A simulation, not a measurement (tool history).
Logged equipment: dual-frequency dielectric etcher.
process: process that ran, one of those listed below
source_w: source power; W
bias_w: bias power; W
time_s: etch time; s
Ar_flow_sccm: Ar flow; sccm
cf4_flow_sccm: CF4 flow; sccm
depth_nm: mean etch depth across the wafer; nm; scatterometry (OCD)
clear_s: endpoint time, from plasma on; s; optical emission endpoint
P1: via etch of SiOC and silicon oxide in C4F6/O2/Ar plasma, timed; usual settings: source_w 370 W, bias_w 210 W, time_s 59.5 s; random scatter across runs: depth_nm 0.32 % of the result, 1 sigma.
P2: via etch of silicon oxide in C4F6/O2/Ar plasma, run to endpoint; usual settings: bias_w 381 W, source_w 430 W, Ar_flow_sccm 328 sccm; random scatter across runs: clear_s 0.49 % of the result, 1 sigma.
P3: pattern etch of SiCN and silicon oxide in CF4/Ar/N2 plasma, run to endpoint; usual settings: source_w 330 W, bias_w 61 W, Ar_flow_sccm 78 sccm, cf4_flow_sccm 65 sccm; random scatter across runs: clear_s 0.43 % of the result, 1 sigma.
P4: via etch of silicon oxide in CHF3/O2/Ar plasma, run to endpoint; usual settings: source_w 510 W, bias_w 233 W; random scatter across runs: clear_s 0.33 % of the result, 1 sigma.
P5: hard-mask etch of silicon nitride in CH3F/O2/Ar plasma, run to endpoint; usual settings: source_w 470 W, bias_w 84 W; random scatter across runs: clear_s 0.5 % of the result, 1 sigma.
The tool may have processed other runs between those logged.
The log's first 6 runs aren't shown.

Run 7, day 3.038: process P1, source_w 370 W, bias_w 210 W, time_s 59.5 s. Result: depth_nm 69.173 nm.
Run 8, day 3.396: process P3, source_w 330 W, bias_w 44 W, Ar_flow_sccm 78 sccm, cf4_flow_sccm 65 sccm. Result: clear_s 25.460 s.
Run 9, day 3.825: process P1, source_w 370 W, bias_w 210 W, time_s 59.5 s. Result: depth_nm 69.018 nm.
Run 10, day 4.362: process P5, source_w 470 W, bias_w 84 W. Result: clear_s 64.712 s.
Run 11, day 4.733: process P1, source_w 450 W, bias_w 171 W, time_s 59.5 s. Result: depth_nm 69.559 nm.
Run 12, day 5.179: process P3, source_w 330 W, bias_w 61 W, Ar_flow_sccm 78 sccm, cf4_flow_sccm 65 sccm. Result: clear_s 22.823 s.
Run 13, day 5.662: process P1, source_w 240 W, bias_w 210 W, time_s 59.5 s. Result: depth_nm 58.475 nm.
Run 14, day 5.962: process P5, source_w 290 W, bias_w 84 W. Result: clear_s 77.283 s.
Run 15, day 6.542: process P5, source_w 470 W, bias_w 105 W. Result: clear_s 59.432 s.
Run 16, day 7.004: process P1, source_w 370 W, bias_w 210 W, time_s 36.5 s. Result: depth_nm 42.323 nm.
At day 7.088: wet clean of the chamber.
Run 17, day 7.562: process P4, source_w 660 W, bias_w 233 W. Result: clear_s 322.840 s.
Run 18, day 7.971: process P1, source_w 370 W, bias_w 129 W, time_s 59.5 s. Result: depth_nm 59.185 nm.
Run 19, day 8.242: process P1, source_w 510 W, bias_w 210 W, time_s 59.5 s. Result: depth_nm 78.008 nm.
Run 20, day 8.758: process P3, source_w 330 W, bias_w 61 W, Ar_flow_sccm 54 sccm, cf4_flow_sccm 65 sccm. Result: clear_s 21.630 s.
Run 21, day 9.133: process P3, source_w 330 W, bias_w 61 W, Ar_flow_sccm 78 sccm, cf4_flow_sccm 39 sccm. Result: clear_s 24.960 s.
Run 22, day 9.504: process P4, source_w 510 W, bias_w 233 W. Result: clear_s 359.290 s.

What does the tool deliver on the next run?
Run 23, day 10.008: process P2, source_w 250 W, bias_w 381 W, Ar_flow_sccm 328 sccm. Result: clear_s ?.

clear_s: 55.913 s
